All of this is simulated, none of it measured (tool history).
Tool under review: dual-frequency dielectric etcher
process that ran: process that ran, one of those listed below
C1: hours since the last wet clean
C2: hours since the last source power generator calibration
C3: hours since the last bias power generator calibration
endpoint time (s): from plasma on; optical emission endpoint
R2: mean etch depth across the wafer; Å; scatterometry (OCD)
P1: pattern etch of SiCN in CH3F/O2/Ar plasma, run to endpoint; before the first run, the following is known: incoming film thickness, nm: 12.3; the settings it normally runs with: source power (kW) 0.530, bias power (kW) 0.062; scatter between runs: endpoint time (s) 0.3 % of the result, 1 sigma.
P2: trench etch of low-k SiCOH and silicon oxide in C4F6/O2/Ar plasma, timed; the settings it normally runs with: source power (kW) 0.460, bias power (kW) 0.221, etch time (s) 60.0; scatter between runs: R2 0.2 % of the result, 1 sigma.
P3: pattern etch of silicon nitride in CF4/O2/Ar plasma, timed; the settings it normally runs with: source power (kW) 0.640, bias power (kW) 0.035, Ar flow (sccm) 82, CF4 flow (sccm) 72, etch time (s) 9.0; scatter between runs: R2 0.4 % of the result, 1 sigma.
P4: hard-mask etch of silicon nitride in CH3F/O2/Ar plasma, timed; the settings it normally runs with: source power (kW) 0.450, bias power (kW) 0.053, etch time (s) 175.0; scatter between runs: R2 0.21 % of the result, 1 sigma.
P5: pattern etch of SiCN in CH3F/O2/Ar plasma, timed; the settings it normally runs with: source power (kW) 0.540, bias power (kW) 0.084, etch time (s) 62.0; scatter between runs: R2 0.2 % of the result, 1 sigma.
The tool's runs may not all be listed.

run 1 day=0.225 | process_that_ran=P1 source_power_(kW)=0.530 bias_power_(kW)=0.062 | C1=70.5 C2=1113.2 C3=1272.7 | endpoint_time_(s)=30.925
run 2 day=0.521 | process_that_ran=P2 source_power_(kW)=0.460 bias_power_(kW)=0.221 etch_time_(s)=60.0 | C1=77.6 C2=1120.3 C3=1279.8 | R2=2330.10
run 3 day=0.783 | process_that_ran=P1 source_power_(kW)=0.660 bias_power_(kW)=0.082 | C1=83.9 C2=1126.6 C3=1286.1 | endpoint_time_(s)=25.872
run 4 day=1.071 | process_that_ran=P1 source_power_(kW)=0.530 bias_power_(kW)=0.062 | C1=90.8 C2=1133.5 C3=1293.0 | endpoint_time_(s)=30.884
run 5 day=1.300 | process_that_ran=P3 source_power_(kW)=0.640 bias_power_(kW)=0.035 etch_time_(s)=11.0 Ar_flow_(sccm)=82 CF4_flow_(sccm)=72 | C1=96.3 C2=1139.0 C3=1298.5 | R2=225.51
run 6 day=1.504 | process_that_ran=P1 source_power_(kW)=0.360 bias_power_(kW)=0.052 | C1=101.2 C2=1143.9 C3=1303.4 | endpoint_time_(s)=38.132
run 7 day=1.679 | process_that_ran=P1 source_power_(kW)=0.530 bias_power_(kW)=0.062 | C1=105.4 C2=1148.1 C3=1307.6 | endpoint_time_(s)=31.051
run 8 day=1.871 | process_that_ran=P2 source_power_(kW)=0.460 bias_power_(kW)=0.148 etch_time_(s)=60.0 | C1=110.0 C2=1152.7 C3=1312.2 | R2=2061.30
run 9 day=2.046 | process_that_ran=P5 source_power_(kW)=0.540 bias_power_(kW)=0.065 etch_time_(s)=62.0 | C1=114.2 C2=1156.9 C3=1316.4 | R2=255.14
run 10 day=2.221 | process_that_ran=P1 source_power_(kW)=0.530 bias_power_(kW)=0.062 | C1=118.4 C2=1161.1 C3=1320.6 | endpoint_time_(s)=30.977
run 11 day=2.379 | process_that_ran=P5 source_power_(kW)=0.540 bias_power_(kW)=0.084 etch_time_(s)=62.0 | C1=122.2 C2=1164.9 C3=1324.4 | R2=278.88
run 12 day=2.662 | process_that_ran=P3 source_power_(kW)=0.640 bias_power_(kW)=0.035 etch_time_(s)=9.0 Ar_flow_(sccm)=82 CF4_flow_(sccm)=102 | C1=129.0 C2=1171.7 C3=1331.2 | R2=195.76
run 13 day=2.912 | process_that_ran=P2 source_power_(kW)=0.460 bias_power_(kW)=0.221 etch_time_(s)=60.0 | C1=135.0 C2=1177.7 C3=1337.2 | R2=2320.20
run 14 day=3.158 | process_that_ran=P2 source_power_(kW)=0.560 bias_power_(kW)=0.221 etch_time_(s)=60.0 | C1=140.9 C2=1183.6 C3=1343.1 | R2=2514.50
run 15 day=3.400 | process_that_ran=P4 source_power_(kW)=0.450 bias_power_(kW)=0.053 etch_time_(s)=175.0 | C1=146.7 C2=1189.4 C3=1348.9 | R2=1158.60
run 16 day=3.617 | process_that_ran=P1 source_power_(kW)=0.530 bias_power_(kW)=0.082 | C1=151.9 C2=1194.6 C3=1354.1 | endpoint_time_(s)=28.177
run 17 day=3.800 | process_that_ran=P2 source_power_(kW)=0.460 bias_power_(kW)=0.221 etch_time_(s)=33.0 | C1=156.3 C2=1199.0 C3=1358.5 | R2=1277.50
run 18 day=4.012 | process_that_ran=P1 source_power_(kW)=0.700 bias_power_(kW)=0.062 | C1=161.4 C2=1204.1 C3=1363.6 | endpoint_time_(s)=27.924
run 19 day=4.267 | process_that_ran=P1 source_power_(kW)=0.530 bias_power_(kW)=0.038 | C1=167.5 C2=1210.2 C3=1369.7 | endpoint_time_(s)=36.121
run 20 day=4.446 | process_that_ran=P3 source_power_(kW)=0.780 bias_power_(kW)=0.035 etch_time_(s)=9.0 Ar_flow_(sccm)=82 CF4_flow_(sccm)=72 | C1=171.8 C2=1214.5 C3=1374.0 | R2=219.13
run 21 day=4.621 | process_that_ran=P4 source_power_(kW)=0.450 bias_power_(kW)=0.032 etch_time_(s)=175.0 | C1=176.0 C2=1218.7 C3=1378.2 | R2=1002.90
run 22 day=4.846 | process_that_ran=P5 source_power_(kW)=0.700 bias_power_(kW)=0.084 etch_time_(s)=62.0 | C1=181.4 C2=1224.1 C3=1383.6 | R2=308.89
run 23 day=5.150 | process_that_ran=P4 source_power_(kW)=0.450 bias_power_(kW)=0.053 etch_time_(s)=96.5 | C1=188.7 C2=1231.4 C3=1390.9 | R2=639.45
run 24 day=5.346 | process_that_ran=P3 source_power_(kW)=0.640 bias_power_(kW)=0.035 etch_time_(s)=9.0 Ar_flow_(sccm)=60 CF4_flow_(sccm)=72 | C1=193.4 C2=1236.1 C3=1395.6 | R2=192.62
run 25 day=5.642 | process_that_ran=P5 source_power_(kW)=0.540 bias_power_(kW)=0.084 etch_time_(s)=62.0 | C1=200.5 C2=1243.2 C3=1402.7 | R2=278.68
run 26 day=5.858 | process_that_ran=P3 source_power_(kW)=0.640 bias_power_(kW)=0.035 etch_time_(s)=9.0 Ar_flow_(sccm)=82 CF4_flow_(sccm)=72 | C1=205.7 C2=1248.4 C3=1407.9 | R2=185.14
run 27 day=6.046 | process_that_ran=P3 source_power_(kW)=0.640 bias_power_(kW)=0.021 etch_time_(s)=9.0 Ar_flow_(sccm)=82 CF4_flow_(sccm)=72 | C1=210.2 C2=1252.9 C3=1412.4 | R2=158.04
run 28 day=6.321 | process_that_ran=P4 source_power_(kW)=0.630 bias_power_(kW)=0.053 etch_time_(s)=175.0 | C1=216.8 C2=1259.5 C3=1419.0 | R2=1321.10

For run 29, what comes out?
run 29 day=6.604 | process_that_ran=P5 source_power_(kW)=0.540 bias_power_(kW)=0.084 etch_time_(s)=82.5 | C1=223.6 C2=1266.3 C3=1425.8 | R2=?

Run 29 gave R2 370.11 Å.
